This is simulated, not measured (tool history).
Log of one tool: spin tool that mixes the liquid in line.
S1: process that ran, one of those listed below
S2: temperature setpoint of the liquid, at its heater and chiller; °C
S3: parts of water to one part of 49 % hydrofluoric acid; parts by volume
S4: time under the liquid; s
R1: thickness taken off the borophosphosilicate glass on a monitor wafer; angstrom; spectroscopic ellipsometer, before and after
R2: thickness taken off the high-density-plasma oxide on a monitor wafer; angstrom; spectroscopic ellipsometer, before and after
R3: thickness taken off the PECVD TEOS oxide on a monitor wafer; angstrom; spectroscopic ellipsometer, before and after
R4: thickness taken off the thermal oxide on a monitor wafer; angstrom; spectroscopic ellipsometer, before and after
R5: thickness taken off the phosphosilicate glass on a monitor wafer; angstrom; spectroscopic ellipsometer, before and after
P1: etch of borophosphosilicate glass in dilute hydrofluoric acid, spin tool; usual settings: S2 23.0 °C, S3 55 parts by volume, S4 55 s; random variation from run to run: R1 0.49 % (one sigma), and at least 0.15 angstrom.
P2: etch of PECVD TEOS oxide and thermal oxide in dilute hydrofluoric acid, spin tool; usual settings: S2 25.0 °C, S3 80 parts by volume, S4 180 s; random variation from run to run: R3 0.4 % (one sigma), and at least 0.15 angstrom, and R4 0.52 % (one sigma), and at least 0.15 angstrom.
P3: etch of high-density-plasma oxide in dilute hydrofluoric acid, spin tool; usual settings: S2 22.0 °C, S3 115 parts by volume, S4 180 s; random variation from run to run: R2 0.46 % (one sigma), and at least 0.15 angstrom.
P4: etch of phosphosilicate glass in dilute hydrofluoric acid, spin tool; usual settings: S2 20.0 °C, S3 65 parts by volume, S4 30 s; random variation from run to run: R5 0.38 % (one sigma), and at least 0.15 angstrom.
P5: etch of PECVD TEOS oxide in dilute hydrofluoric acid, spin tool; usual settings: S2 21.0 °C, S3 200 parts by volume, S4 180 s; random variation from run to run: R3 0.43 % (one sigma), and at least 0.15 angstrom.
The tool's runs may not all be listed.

run   hour  S1    S2   S3   S4       R1       R2       R3        R4       R5
  1    2.4  P1  23.0   55   55   426.06
  2    6.9  P3  30.5  115  180            97.861
  3   10.7  P2  25.0   80  180                    389.090  112.2500
  4   15.0  P1  23.0   55   85   661.71
  5   19.4  P4  20.0   65   30                                        607.54
  6   22.7  P2  25.0  135  180                    213.570   62.6380
  7   26.6  P4  20.0   65   15                                        304.91
  8   30.3  P1  23.0   20   55  1216.30
  9   34.0  P1  23.0   55   55   425.88
 10   36.8  P5  21.0  200  180                    102.380
      38.8  -- thermometer replaced
 11   39.1  P4  20.0   65   30                                        607.77
 12   43.3  P1  19.0   55   55   364.70
 13   47.3  P4  20.0   25   30                                       1673.50
 14   51.7  P1  27.5   55   55   510.15
 15   55.0  P4  26.5   65   30                                        790.33
 16   58.0  P3  22.0  115  180            71.027
 17   62.3  P1  23.0   55   15   116.87
 18   65.1  P1  23.0   55   55   429.51
 19   69.0  P1  28.5   85   55   333.61
 20   71.8  P2  17.5   80  180                    283.650   82.5500
 21   77.0  P2  25.0   80  180                    388.770  112.4700
 22   80.9  P1  23.0   55   55   427.60
 23   85.7  P5  21.0  200  180                    101.750
 24   90.9  P3  22.0  190  180            39.210
 25   93.2  P3  22.0  115  300           117.010
 26   96.5  P5  21.0  200  365                    208.390
 27  100.0  P2  25.0   80   15                     32.263    9.6746
 28  104.4  P1  23.0   55   55   428.55
 29  108.1  P5  21.0  365  180                     47.841
 30  112.5  P1  23.0   75   55   305.57

The next listed run, before its measurement:
 31  116.1  P5  29.0  200  180           ?

Run 31 gave R3 137.890 angstrom.
